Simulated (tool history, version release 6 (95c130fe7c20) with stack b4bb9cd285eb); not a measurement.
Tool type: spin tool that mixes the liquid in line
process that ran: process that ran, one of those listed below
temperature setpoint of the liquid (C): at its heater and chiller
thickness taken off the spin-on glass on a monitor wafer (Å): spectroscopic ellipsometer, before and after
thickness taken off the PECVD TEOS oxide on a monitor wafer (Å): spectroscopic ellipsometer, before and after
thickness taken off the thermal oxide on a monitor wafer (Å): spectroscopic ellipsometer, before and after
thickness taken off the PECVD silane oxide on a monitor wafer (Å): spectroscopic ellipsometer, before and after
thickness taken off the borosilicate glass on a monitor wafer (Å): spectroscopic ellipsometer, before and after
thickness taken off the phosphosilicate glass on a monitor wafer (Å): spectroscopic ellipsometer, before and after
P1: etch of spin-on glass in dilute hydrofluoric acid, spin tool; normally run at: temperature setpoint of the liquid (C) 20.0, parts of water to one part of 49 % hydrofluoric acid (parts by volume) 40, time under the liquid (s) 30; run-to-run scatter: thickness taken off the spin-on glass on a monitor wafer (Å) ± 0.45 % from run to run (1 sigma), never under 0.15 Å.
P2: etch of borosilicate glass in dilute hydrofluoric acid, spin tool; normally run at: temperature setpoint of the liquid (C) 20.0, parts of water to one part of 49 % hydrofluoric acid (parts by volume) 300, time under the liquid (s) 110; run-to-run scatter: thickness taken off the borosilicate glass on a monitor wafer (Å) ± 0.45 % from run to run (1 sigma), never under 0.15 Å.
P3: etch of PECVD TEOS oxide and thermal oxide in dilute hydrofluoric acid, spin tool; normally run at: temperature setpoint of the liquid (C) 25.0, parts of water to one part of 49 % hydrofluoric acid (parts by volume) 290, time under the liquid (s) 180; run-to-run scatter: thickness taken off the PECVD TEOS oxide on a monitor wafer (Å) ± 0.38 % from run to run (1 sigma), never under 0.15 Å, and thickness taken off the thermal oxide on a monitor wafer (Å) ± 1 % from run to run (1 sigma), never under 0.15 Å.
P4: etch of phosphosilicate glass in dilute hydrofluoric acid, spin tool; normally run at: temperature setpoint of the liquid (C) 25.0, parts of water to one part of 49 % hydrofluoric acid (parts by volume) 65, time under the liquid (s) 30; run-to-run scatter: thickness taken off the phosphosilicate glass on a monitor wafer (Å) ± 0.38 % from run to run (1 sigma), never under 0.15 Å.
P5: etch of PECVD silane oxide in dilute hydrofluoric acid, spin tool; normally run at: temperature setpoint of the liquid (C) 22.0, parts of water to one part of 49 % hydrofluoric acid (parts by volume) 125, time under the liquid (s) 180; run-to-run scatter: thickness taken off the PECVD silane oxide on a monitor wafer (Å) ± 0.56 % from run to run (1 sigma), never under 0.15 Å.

run	hour	process that ran	temperature setpoint of the liquid (C)	parts of water to one part of 49 % hydrofluoric acid (parts by volume)	time under the liquid (s)	thickness taken off the spin-on glass on a monitor wafer (Å)	thickness taken off the PECVD TEOS oxide on a monitor wafer (Å)	thickness taken off the thermal oxide on a monitor wafer (Å)	thickness taken off the PECVD silane oxide on a monitor wafer (Å)	thickness taken off the borosilicate glass on a monitor wafer (Å)	thickness taken off the phosphosilicate glass on a monitor wafer (Å)
1	2.8	P1	20.0	40	30	381.81					
2	4.9	P3	25.0	530	180		32.318	11.407			
3	9.5	P3	25.0	290	180		73.660	25.298			
4	12.0	P1	20.0	65	30	229.88					
5	15.0	P1	20.0	40	30	386.15					
6	18.7	P1	17.0	40	30	337.49					
7	22.8	P5	22.0	35	180				1924.80		
8	25.8	P1	20.0	40	30	383.62					
9	28.7	P5	22.0	125	180				490.27		
10	32.1	P3	29.5	290	180		85.989	30.171			
11	35.2	P1	20.0	40	30	382.18					
12	39.5	P2	20.0	300	110					62.865	
13	42.8	P1	20.0	55	45	416.62					
14	45.1	P5	22.0	125	180				484.67		
15	47.8	P4	31.0	65	30						1253.40
16	51.9	P4	25.0	65	30						999.95
17	54.8	P1	20.0	40	65	834.58					
18	58.9	P4	25.0	110	30						555.49
19	61.7	P1	20.0	40	15	193.30					
20	63.9	P1	26.0	40	30	497.45					
21	67.9	P2	20.0	300	215					121.360	
22	71.2	P4	25.0	65	30						997.50
23	75.7	P3	25.0	290	100		40.828	13.982			
24	80.0	P5	17.5	125	180				406.06		
25	83.9	P5	22.0	125	15				40.62		
26	88.5	P2	20.0	70	110					335.940	
27	90.7	P2	25.5	300	110					75.939	
28	95.4	P1	20.0	40	30	381.11					
29	98.2	P1	20.0	40	30	386.04					

Estimate the outcome of run 30 from the log above:
30	101.4	P4	25.0	65	45						?

{"run 30": {"thickness taken off the phosphosilicate glass on a monitor wafer (Å)": 1499.8}}

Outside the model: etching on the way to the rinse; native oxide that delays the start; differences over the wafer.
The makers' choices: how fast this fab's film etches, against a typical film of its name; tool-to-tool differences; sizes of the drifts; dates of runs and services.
